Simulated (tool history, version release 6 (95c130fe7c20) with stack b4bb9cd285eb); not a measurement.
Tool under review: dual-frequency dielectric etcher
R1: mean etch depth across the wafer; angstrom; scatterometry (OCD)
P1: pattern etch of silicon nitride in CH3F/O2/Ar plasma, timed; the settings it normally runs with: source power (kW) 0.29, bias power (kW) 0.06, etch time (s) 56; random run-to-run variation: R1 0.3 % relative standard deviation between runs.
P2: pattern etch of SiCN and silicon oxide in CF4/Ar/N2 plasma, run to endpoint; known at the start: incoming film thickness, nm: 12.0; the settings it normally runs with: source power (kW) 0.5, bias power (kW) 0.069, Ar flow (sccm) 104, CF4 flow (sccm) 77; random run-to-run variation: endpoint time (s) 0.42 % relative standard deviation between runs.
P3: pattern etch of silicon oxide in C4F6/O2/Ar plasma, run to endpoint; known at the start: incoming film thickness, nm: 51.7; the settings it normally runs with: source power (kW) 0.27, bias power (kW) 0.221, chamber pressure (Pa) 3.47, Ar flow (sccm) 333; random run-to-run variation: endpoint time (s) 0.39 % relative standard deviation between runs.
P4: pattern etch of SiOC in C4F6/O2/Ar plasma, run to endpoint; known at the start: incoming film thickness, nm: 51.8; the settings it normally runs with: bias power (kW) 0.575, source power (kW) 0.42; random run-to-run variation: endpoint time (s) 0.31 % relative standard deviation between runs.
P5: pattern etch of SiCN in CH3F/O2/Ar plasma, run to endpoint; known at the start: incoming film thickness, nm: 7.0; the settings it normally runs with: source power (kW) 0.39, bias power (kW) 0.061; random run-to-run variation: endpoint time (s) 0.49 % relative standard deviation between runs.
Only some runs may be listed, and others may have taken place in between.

Run 1, day 0.471: process that ran P1, source power (kW) 0.29, bias power (kW) 0.06, etch time (s) 56. Result: R1 319.73 angstrom.
Run 2, day 1.083: process that ran P5, source power (kW) 0.39, bias power (kW) 0.061. Result: endpoint time (s) 20.395.
Run 3, day 1.792: process that ran P2, source power (kW) 0.5, bias power (kW) 0.069, Ar flow (sccm) 135, CF4 flow (sccm) 77. Result: endpoint time (s) 12.83.
Run 4, day 2.467: process that ran P3, source power (kW) 0.38, bias power (kW) 0.221, Ar flow (sccm) 333, chamber pressure (Pa) 3.47. Result: endpoint time (s) 15.95.
Run 5, day 3.225: process that ran P1, source power (kW) 0.29, bias power (kW) 0.072, etch time (s) 56. Result: R1 339.92 angstrom.
Run 6, day 3.775: process that ran P5, source power (kW) 0.28, bias power (kW) 0.061. Result: endpoint time (s) 23.157.
Run 7, day 4.304: process that ran P3, source power (kW) 0.27, bias power (kW) 0.285, Ar flow (sccm) 333, chamber pressure (Pa) 3.47. Result: endpoint time (s) 16.677.
Run 8, day 4.817: process that ran P4, source power (kW) 0.42, bias power (kW) 0.767. Result: endpoint time (s) 14.553.
Run 9, day 5.454: process that ran P1, source power (kW) 0.4, bias power (kW) 0.06, etch time (s) 56. Result: R1 360.4 angstrom.
Run 10, day 5.958: process that ran P5, source power (kW) 0.39, bias power (kW) 0.061. Result: endpoint time (s) 20.389.
Run 11, day 6.75: process that ran P3, source power (kW) 0.27, bias power (kW) 0.221, Ar flow (sccm) 333, chamber pressure (Pa) 4.73. Result: endpoint time (s) 18.859.
Run 12, day 7.388: process that ran P1, source power (kW) 0.29, bias power (kW) 0.043, etch time (s) 56. Result: R1 285.77 angstrom.
Run 13, day 8.021: process that ran P1, source power (kW) 0.29, bias power (kW) 0.036, etch time (s) 31. Result: R1 150.99 angstrom.
Run 14, day 8.412: process that ran P1, source power (kW) 0.29, bias power (kW) 0.06, etch time (s) 35.5. Result: R1 201.77 angstrom.
Run 15, day 9.062: process that ran P2, source power (kW) 0.41, bias power (kW) 0.069, Ar flow (sccm) 104, CF4 flow (sccm) 77. Result: endpoint time (s) 14.712.
At day 9.392: bias power generator calibrated.
Run 16, day 9.442: process that ran P1, source power (kW) 0.29, bias power (kW) 0.06, etch time (s) 56. Result: R1 318.53 angstrom.
Run 17, day 9.942: process that ran P3, source power (kW) 0.27, bias power (kW) 0.221, Ar flow (sccm) 261, chamber pressure (Pa) 3.47. Result: endpoint time (s) 17.718.
Run 18, day 10.658: process that ran P5, source power (kW) 0.39, bias power (kW) 0.042. Result: endpoint time (s) 23.229.
Run 19, day 11.05: process that ran P3, source power (kW) 0.27, bias power (kW) 0.221, Ar flow (sccm) 333, chamber pressure (Pa) 3.47. Result: endpoint time (s) 18.143.
Run 20, day 11.6: process that ran P1, source power (kW) 0.29, bias power (kW) 0.06, etch time (s) 73.5. Result: R1 419.8 angstrom.
Run 21, day 12.392: process that ran P4, source power (kW) 0.42, bias power (kW) 0.575. Result: endpoint time (s) 16.126.
Run 22, day 13.129: process that ran P1, source power (kW) 0.29, bias power (kW) 0.06, etch time (s) 56. Result: R1 318.65 angstrom.
Run 23, day 13.771: process that ran P2, source power (kW) 0.5, bias power (kW) 0.069, Ar flow (sccm) 104, CF4 flow (sccm) 77. Result: endpoint time (s) 12.24.
Run 24, day 14.158: process that ran P1, source power (kW) 0.21, bias power (kW) 0.06, etch time (s) 56. Result: R1 281.08 angstrom.
Run 25, day 14.529: process that ran P4, source power (kW) 0.42, bias power (kW) 0.575. Result: endpoint time (s) 16.2.
Run 26, day 15.279: process that ran P2, source power (kW) 0.5, bias power (kW) 0.069, Ar flow (sccm) 104, CF4 flow (sccm) 105. Result: endpoint time (s) 11.713.
Run 27, day 16.062: process that ran P3, source power (kW) 0.27, bias power (kW) 0.221, Ar flow (sccm) 333, chamber pressure (Pa) 3.47. Result: endpoint time (s) 18.286.
Run 28, day 16.821: process that ran P1, source power (kW) 0.29, bias power (kW) 0.06, etch time (s) 56. Result: R1 320.54 angstrom.
Run 29, day 17.483: process that ran P2, source power (kW) 0.5, bias power (kW) 0.042, Ar flow (sccm) 104, CF4 flow (sccm) 77. Result: endpoint time (s) 14.284.
Run 30, day 18.246: process that ran P1, source power (kW) 0.29, bias power (kW) 0.06, etch time (s) 56. Result: R1 316.56 angstrom.
Run 31, day 18.662: process that ran P4, source power (kW) 0.31, bias power (kW) 0.575. Result: endpoint time (s) 18.149.
Run 32, day 19.404: process that ran P1, source power (kW) 0.29, bias power (kW) 0.06, etch time (s) 56. Result: R1 320.11 angstrom.
Run 33, day 20.012: process that ran P1, source power (kW) 0.29, bias power (kW) 0.06, etch time (s) 56. Result: R1 321.85 angstrom.
Run 34, day 20.379: process that ran P1, source power (kW) 0.29, bias power (kW) 0.06, etch time (s) 56. Result: R1 320.83 angstrom.
Run 35, day 20.9: process that ran P1, source power (kW) 0.29, bias power (kW) 0.06, etch time (s) 56. Result: R1 322.68 angstrom.
Run 36, day 21.688: process that ran P1, source power (kW) 0.29, bias power (kW) 0.06, etch time (s) 56. Result: R1 322.9 angstrom.
Run 37, day 22.467: process that ran P1, source power (kW) 0.29, bias power (kW) 0.06, etch time (s) 56. Result: R1 322.6 angstrom.
At day 22.554: wet clean of the chamber.
Run 38, day 23.221: process that ran P1, source power (kW) 0.29, bias power (kW) 0.06, etch time (s) 56. Result: R1 324.28 angstrom.
Run 39, day 23.675: process that ran P1, source power (kW) 0.29, bias power (kW) 0.06, etch time (s) 56. Result: R1 325.63 angstrom.
Run 40, day 24.125: process that ran P1, source power (kW) 0.29, bias power (kW) 0.06, etch time (s) 56. Result: R1 325.97 angstrom.
Run 41, day 24.654: process that ran P1, source power (kW) 0.29, bias power (kW) 0.06, etch time (s) 56. Result: R1 324.16 angstrom.

The output of P1 has drifted from where it used to be. Each of the 2 causes below, taken at the size shown beside it, accounts for the log equally well:
A: source power that arrives over what is set, % = 4.04
B: bias power that arrives over what is set, % = 4.55
At approximately day 19.404, the process output began to creep.
What rules out each remaining cause:
chamber walls in a state that raises the etch rate, %: serviced at day 22.554, which brought nothing back

Which of the check runs below tells the causes apart, meaning the causes would give it clearly different results? Each run uses 3 wafers whose results are averaged, and each result is shown as a question mark.
Run check 1, day 25.183: process that ran P2, source power (kW) 0.5, bias power (kW) 0.069, Ar flow (sccm) 125, CF4 flow (sccm) 94. Result: endpoint time (s) ?.
Run check 2, day 25.183: process that ran P3, source power (kW) 0.33, bias power (kW) 0.221, Ar flow (sccm) 276, chamber pressure (Pa) 3.47. Result: endpoint time (s) ?.
Run check 3, day 25.183: process that ran P4, source power (kW) 0.36, bias power (kW) 0.72. Result: endpoint time (s) ?.
Run check 4, day 25.183: process that ran P5, source power (kW) 0.3, bias power (kW) 0.043. Result: endpoint time (s) ?.

Expected result of each check under each candidate cause:
  check             result    if A    if B
check 1  endpoint time (s)  11.811  12.054
check 2  endpoint time (s)  16.257  16.261
check 3  endpoint time (s)  15.502  15.453
check 4  endpoint time (s)  25.067  25.093
Distance between the nearest two causes, measured in the result of the check that separates them most: check 1 2.04 %; check 2 0.03 %; check 3 0.32 %; check 4 0.1 %
Only check 1 tells the causes apart: in the others they would give nearly the same result.

Here is what check 1 returned: endpoint time (s) 11.822. Which cause is it?

A is the cause: source power that arrives over what is set, %.

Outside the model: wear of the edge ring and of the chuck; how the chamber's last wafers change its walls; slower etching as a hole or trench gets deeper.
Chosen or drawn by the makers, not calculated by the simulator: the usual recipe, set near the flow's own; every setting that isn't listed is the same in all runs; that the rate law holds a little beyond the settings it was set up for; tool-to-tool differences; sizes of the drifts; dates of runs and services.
